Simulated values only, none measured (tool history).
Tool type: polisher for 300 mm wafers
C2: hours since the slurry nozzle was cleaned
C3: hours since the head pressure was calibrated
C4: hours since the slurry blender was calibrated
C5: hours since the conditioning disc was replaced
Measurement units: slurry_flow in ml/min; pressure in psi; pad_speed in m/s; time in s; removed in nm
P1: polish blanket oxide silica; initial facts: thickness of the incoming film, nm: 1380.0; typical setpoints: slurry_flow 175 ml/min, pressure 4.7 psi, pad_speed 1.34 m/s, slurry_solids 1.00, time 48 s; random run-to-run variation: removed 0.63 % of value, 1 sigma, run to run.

Run 1, hour 11.4: slurry_flow 175 ml/min, pressure 4.7 psi, pad_speed 1.34 m/s, slurry_solids 1.00, time 48 s; wafers polished on this pad 471; C2 172.6; C3 196.2; C4 161.2; C5 168.6. Result: removed 237.25 nm.
Run 2, hour 22.1: slurry_flow 175 ml/min, pressure 4.7 psi, pad_speed 1.34 m/s, slurry_solids 0.60, time 48 s; wafers polished on this pad 639; C2 183.3; C3 206.9; C4 171.9; C5 179.3. Result: removed 180.16 nm.
Run 3, hour 29.3: slurry_flow 175 ml/min, pressure 4.7 psi, pad_speed 0.72 m/s, slurry_solids 1.00, time 48 s; wafers polished on this pad 753; C2 190.5; C3 214.1; C4 179.1; C5 186.5. Result: removed 144.70 nm.
Run 4, hour 37.0: slurry_flow 175 ml/min, pressure 4.7 psi, pad_speed 1.34 m/s, slurry_solids 1.00, time 48 s; wafers polished on this pad 874; C2 198.2; C3 221.8; C4 186.8; C5 194.2. Result: removed 234.53 nm.
Run 5, hour 44.9: slurry_flow 105 ml/min, pressure 4.7 psi, pad_speed 1.34 m/s, slurry_solids 1.00, time 48 s; wafers polished on this pad 998; C2 206.1; C3 229.7; C4 194.7; C5 202.1. Result: removed 213.79 nm.
Run 6, hour 53.7: slurry_flow 175 ml/min, pressure 4.7 psi, pad_speed 1.34 m/s, slurry_solids 1.00, time 70 s; wafers polished on this pad 1136; C2 214.9; C3 238.5; C4 203.5; C5 210.9. Result: removed 346.61 nm.
Run 7, hour 61.4: slurry_flow 175 ml/min, pressure 4.7 psi, pad_speed 1.34 m/s, slurry_solids 1.00, time 48 s; wafers polished on this pad 1257; C2 222.6; C3 246.2; C4 211.2; C5 218.6. Result: removed 234.33 nm.
Run 8, hour 71.8: slurry_flow 175 ml/min, pressure 4.7 psi, pad_speed 1.34 m/s, slurry_solids 1.00, time 22 s; wafers polished on this pad 1421; C2 233.0; C3 256.6; C4 221.6; C5 229.0. Result: removed 107.92 nm.
Run 9, hour 81.9: slurry_flow 175 ml/min, pressure 4.7 psi, pad_speed 1.34 m/s, slurry_solids 1.00, time 48 s; wafers polished on this pad 1580; C2 243.1; C3 266.7; C4 231.7; C5 239.1. Result: removed 236.97 nm.
Run 10, hour 89.4: slurry_flow 175 ml/min, pressure 4.7 psi, pad_speed 1.34 m/s, slurry_solids 1.00, time 48 s; wafers polished on this pad 1697; C2 250.6; C3 274.2; C4 239.2; C5 246.6. Result: removed 237.26 nm.
Run 11, hour 95.2: slurry_flow 220 ml/min, pressure 3.6 psi, pad_speed 1.34 m/s, slurry_solids 1.00, time 48 s; wafers polished on this pad 1789; C2 256.4; C3 280.0; C4 245.0; C5 252.4. Result: removed 185.50 nm.
Run 12, hour 101.7: slurry_flow 175 ml/min, pressure 6.5 psi, pad_speed 1.34 m/s, slurry_solids 1.00, time 48 s; wafers polished on this pad 1891; C2 262.9; C3 286.5; C4 251.5; C5 258.9. Result: removed 326.70 nm.
Run 13, hour 109.9: slurry_flow 175 ml/min, pressure 3.0 psi, pad_speed 1.34 m/s, slurry_solids 1.00, time 48 s; wafers polished on this pad 2020; C2 271.1; C3 294.7; C4 259.7; C5 267.1. Result: removed 149.76 nm.
At hour 117.3: worn pad replaced by a new one.
Run 14, hour 118.3: slurry_flow 175 ml/min, pressure 4.7 psi, pad_speed 1.34 m/s, slurry_solids 1.00, time 48 s; wafers polished on this pad 16; C2 279.5; C3 303.1; C4 268.1; C5 275.5. Result: removed 232.96 nm.
Run 15, hour 126.0: slurry_flow 250 ml/min, pressure 4.7 psi, pad_speed 1.34 m/s, slurry_solids 1.00, time 48 s; wafers polished on this pad 137; C2 287.2; C3 310.8; C4 275.8; C5 283.2. Result: removed 246.26 nm.
Run 16, hour 135.0: slurry_flow 175 ml/min, pressure 4.7 psi, pad_speed 1.34 m/s, slurry_solids 1.25, time 48 s; wafers polished on this pad 278; C2 296.2; C3 319.8; C4 284.8; C5 292.2. Result: removed 257.86 nm.
Run 17, hour 140.4: slurry_flow 175 ml/min, pressure 4.7 psi, pad_speed 2.08 m/s, slurry_solids 1.00, time 48 s; wafers polished on this pad 363; C2 301.6; C3 325.2; C4 290.2; C5 297.6. Result: removed 333.70 nm.
Run 18, hour 151.8: slurry_flow 175 ml/min, pressure 4.7 psi, pad_speed 1.34 m/s, slurry_solids 1.00, time 48 s; wafers polished on this pad 543; C2 313.0; C3 336.6; C4 301.6; C5 309.0. Result: removed 236.78 nm.
Run 19, hour 162.9: slurry_flow 175 ml/min, pressure 4.7 psi, pad_speed 1.34 m/s, slurry_solids 1.00, time 48 s; wafers polished on this pad 717; C2 324.1; C3 347.7; C4 312.7; C5 320.1. Result: removed 224.11 nm.
At hour 170.6: conditioning disc replaced and pad reconditioned.
Run 20, hour 171.1: slurry_flow 175 ml/min, pressure 4.7 psi, pad_speed 1.34 m/s, slurry_solids 1.00, time 48 s; wafers polished on this pad 846; C2 332.3; C3 355.9; C4 320.9; C5 0.6. Result: removed 217.93 nm.
Run 21, hour 176.6: slurry_flow 175 ml/min, pressure 4.7 psi, pad_speed 1.34 m/s, slurry_solids 1.00, time 48 s; wafers polished on this pad 932; C2 337.8; C3 361.4; C4 326.4; C5 6.1. Result: removed 217.91 nm.

Run 22 comes next. What will it give?
Run 22, hour 181.9: slurry_flow 175 ml/min, pressure 4.7 psi, pad_speed 1.34 m/s, slurry_solids 1.00, time 48 s; wafers polished on this pad 1016; C2 343.1; C3 366.7; C4 331.7; C5 11.4. Result: removed ?.

{"run 22": {"removed": 216.26}}
